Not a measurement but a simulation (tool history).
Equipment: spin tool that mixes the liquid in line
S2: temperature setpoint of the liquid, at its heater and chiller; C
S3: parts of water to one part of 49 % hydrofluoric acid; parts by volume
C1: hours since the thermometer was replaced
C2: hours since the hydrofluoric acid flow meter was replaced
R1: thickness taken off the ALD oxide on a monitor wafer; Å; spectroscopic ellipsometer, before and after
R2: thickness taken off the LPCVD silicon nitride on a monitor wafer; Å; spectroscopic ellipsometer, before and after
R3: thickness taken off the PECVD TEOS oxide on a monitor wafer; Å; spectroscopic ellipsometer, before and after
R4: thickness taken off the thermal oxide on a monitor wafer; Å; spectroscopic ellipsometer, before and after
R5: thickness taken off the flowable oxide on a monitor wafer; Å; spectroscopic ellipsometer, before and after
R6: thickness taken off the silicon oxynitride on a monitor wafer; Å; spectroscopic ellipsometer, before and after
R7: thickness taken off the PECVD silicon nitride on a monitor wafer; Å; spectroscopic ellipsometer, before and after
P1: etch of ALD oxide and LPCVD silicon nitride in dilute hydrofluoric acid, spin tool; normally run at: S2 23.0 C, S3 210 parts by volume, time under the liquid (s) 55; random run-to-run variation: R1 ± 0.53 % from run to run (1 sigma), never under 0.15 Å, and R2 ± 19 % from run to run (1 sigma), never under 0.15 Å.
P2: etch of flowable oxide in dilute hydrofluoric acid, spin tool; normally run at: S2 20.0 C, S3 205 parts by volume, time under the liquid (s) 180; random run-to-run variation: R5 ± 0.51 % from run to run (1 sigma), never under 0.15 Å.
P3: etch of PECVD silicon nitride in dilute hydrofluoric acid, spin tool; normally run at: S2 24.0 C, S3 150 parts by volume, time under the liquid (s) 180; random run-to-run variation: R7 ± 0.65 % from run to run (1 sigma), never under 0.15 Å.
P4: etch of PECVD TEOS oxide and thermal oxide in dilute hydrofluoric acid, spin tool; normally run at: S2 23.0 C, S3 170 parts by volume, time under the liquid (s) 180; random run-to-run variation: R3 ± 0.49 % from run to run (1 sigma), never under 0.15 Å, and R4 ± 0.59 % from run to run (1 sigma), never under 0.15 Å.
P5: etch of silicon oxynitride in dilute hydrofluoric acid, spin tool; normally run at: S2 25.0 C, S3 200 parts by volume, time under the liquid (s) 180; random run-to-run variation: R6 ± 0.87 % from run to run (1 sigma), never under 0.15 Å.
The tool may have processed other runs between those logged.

Run 1, hour 5.8: process that ran P1, S2 23.0 C, S3 210 parts by volume, time under the liquid (s) 55; C1 219.4; C2 702.5. Result: R1 43.551 Å, R2 1.37050 Å.
Run 2, hour 13.0: process that ran P4, S2 23.0 C, S3 170 parts by volume, time under the liquid (s) 180; C1 226.6; C2 709.7. Result: R3 253.070 Å, R4 43.8510 Å.
Run 3, hour 21.5: process that ran P2, S2 20.0 C, S3 205 parts by volume, time under the liquid (s) 180; C1 235.1; C2 718.2. Result: R5 195.28 Å.
Run 4, hour 33.2: process that ran P1, S2 23.0 C, S3 210 parts by volume, time under the liquid (s) 55; C1 246.8; C2 729.9. Result: R1 43.611 Å, R2 0.95587 Å.
Run 5, hour 40.7: process that ran P2, S2 20.0 C, S3 305 parts by volume, time under the liquid (s) 180; C1 254.3; C2 737.4. Result: R5 119.39 Å.
Run 6, hour 46.0: process that ran P5, S2 25.0 C, S3 200 parts by volume, time under the liquid (s) 180; C1 259.6; C2 742.7. Result: R6 27.240 Å.
At hour 47.2: thermometer replaced.
Run 7, hour 54.5: process that ran P1, S2 23.0 C, S3 355 parts by volume, time under the liquid (s) 55; C1 7.3; C2 751.2. Result: R1 22.426 Å, R2 0.91047 Å.
Run 8, hour 60.4: process that ran P3, S2 24.0 C, S3 150 parts by volume, time under the liquid (s) 180; C1 13.2; C2 757.1. Result: R7 32.816 Å.
Run 9, hour 66.7: process that ran P4, S2 18.5 C, S3 170 parts by volume, time under the liquid (s) 180; C1 19.5; C2 763.4. Result: R3 210.390 Å, R4 36.7310 Å.
Run 10, hour 78.0: process that ran P4, S2 23.0 C, S3 255 parts by volume, time under the liquid (s) 180; C1 30.8; C2 774.7. Result: R3 154.710 Å, R4 26.7540 Å.
Run 11, hour 88.0: process that ran P5, S2 25.0 C, S3 295 parts by volume, time under the liquid (s) 180; C1 40.8; C2 784.7. Result: R6 17.432 Å.
Run 12, hour 95.6: process that ran P5, S2 21.0 C, S3 200 parts by volume, time under the liquid (s) 180; C1 48.4; C2 792.3. Result: R6 22.674 Å.
Run 13, hour 104.3: process that ran P2, S2 20.0 C, S3 205 parts by volume, time under the liquid (s) 25; C1 57.1; C2 801.0. Result: R5 26.87 Å.
Run 14, hour 114.0: process that ran P1, S2 23.0 C, S3 40 parts by volume, time under the liquid (s) 55; C1 66.8; C2 810.7. Result: R1 276.890 Å, R2 7.07830 Å.
Run 15, hour 123.2: process that ran P1, S2 23.0 C, S3 210 parts by volume, time under the liquid (s) 100; C1 76.0; C2 819.9. Result: R1 78.652 Å, R2 2.26020 Å.
Run 16, hour 128.6: process that ran P1, S2 17.5 C, S3 210 parts by volume, time under the liquid (s) 55; C1 81.4; C2 825.3. Result: R1 35.347 Å, R2 0.84522 Å.
Run 17, hour 135.5: process that ran P3, S2 24.0 C, S3 150 parts by volume, time under the liquid (s) 60; C1 88.3; C2 832.2. Result: R7 10.955 Å.
Run 18, hour 141.8: process that ran P5, S2 25.0 C, S3 200 parts by volume, time under the liquid (s) 180; C1 94.6; C2 838.5. Result: R6 27.386 Å.
Run 19, hour 148.0: process that ran P2, S2 17.0 C, S3 205 parts by volume, time under the liquid (s) 180; C1 100.8; C2 844.7. Result: R5 172.16 Å.
Run 20, hour 154.2: process that ran P3, S2 30.0 C, S3 150 parts by volume, time under the liquid (s) 180; C1 107.0; C2 850.9. Result: R7 48.115 Å.
Run 21, hour 163.1: process that ran P3, S2 24.0 C, S3 150 parts by volume, time under the liquid (s) 180; C1 115.9; C2 859.8. Result: R7 32.716 Å.
Run 22, hour 174.4: process that ran P1, S2 23.0 C, S3 210 parts by volume, time under the liquid (s) 55; C1 127.2; C2 871.1. Result: R1 44.143 Å, R2 1.10240 Å.
Run 23, hour 185.8: process that ran P1, S2 23.0 C, S3 210 parts by volume, time under the liquid (s) 25; C1 138.6; C2 882.5. Result: R1 19.706 Å, R2 0.52104 Å.
Run 24, hour 191.6: process that ran P3, S2 24.0 C, S3 265 parts by volume, time under the liquid (s) 180; C1 144.4; C2 888.3. Result: R7 18.945 Å.
Run 25, hour 197.7: process that ran P1, S2 30.5 C, S3 210 parts by volume, time under the liquid (s) 55; C1 150.5; C2 894.4. Result: R1 57.753 Å, R2 2.21090 Å.
Run 26, hour 203.8: process that ran P4, S2 23.0 C, S3 170 parts by volume, time under the liquid (s) 20; C1 156.6; C2 900.5. Result: R3 28.339 Å, R4 4.8589 Å.
Run 27, hour 212.1: process that ran P2, S2 20.0 C, S3 205 parts by volume, time under the liquid (s) 180; C1 164.9; C2 908.8. Result: R5 194.45 Å.
Run 28, hour 222.9: process that ran P1, S2 23.0 C, S3 210 parts by volume, time under the liquid (s) 55; C1 175.7; C2 919.6. Result: R1 43.986 Å, R2 1.37550 Å.
Run 29, hour 228.1: process that ran P5, S2 25.0 C, S3 200 parts by volume, time under the liquid (s) 75; C1 180.9; C2 924.8. Result: R6 11.365 Å.
Run 30, hour 236.9: process that ran P1, S2 23.0 C, S3 210 parts by volume, time under the liquid (s) 55; C1 189.7; C2 933.6. Result: R1 43.587 Å, R2 1.52530 Å.
Run 31, hour 246.0: process that ran P1, S2 27.5 C, S3 55 parts by volume, time under the liquid (s) 55; C1 198.8; C2 942.7. Result: R1 237.180 Å, R2 7.08190 Å.
Run 32, hour 257.0: process that ran P1, S2 23.0 C, S3 210 parts by volume, time under the liquid (s) 55; C1 209.8; C2 953.7. Result: R1 43.847 Å, R2 1.14020 Å.
Run 33, hour 268.4: process that ran P1, S2 23.0 C, S3 210 parts by volume, time under the liquid (s) 55; C1 221.2; C2 965.1. Result: R1 43.782 Å, R2 1.66380 Å.
Run 34, hour 276.4: process that ran P1, S2 23.0 C, S3 210 parts by volume, time under the liquid (s) 55; C1 229.2; C2 973.1. Result: R1 45.560 Å, R2 1.32680 Å.
Run 35, hour 287.8: process that ran P1, S2 23.0 C, S3 210 parts by volume, time under the liquid (s) 55; C1 240.6; C2 984.5. Result: R1 46.293 Å, R2 1.20040 Å.
Run 36, hour 298.3: process that ran P1, S2 23.0 C, S3 210 parts by volume, time under the liquid (s) 55; C1 251.1; C2 995.0. Result: R1 46.592 Å, R2 1.13910 Å.

Predict the results of run 37:
Run 37, hour 309.1: process that ran P1, S2 23.0 C, S3 210 parts by volume, time under the liquid (s) 55; C1 261.9; C2 1005.8. Result: R1 ?, R2 ?.

For run 37 the tool returned R1 47.382 Å, R2 1.66060 Å.
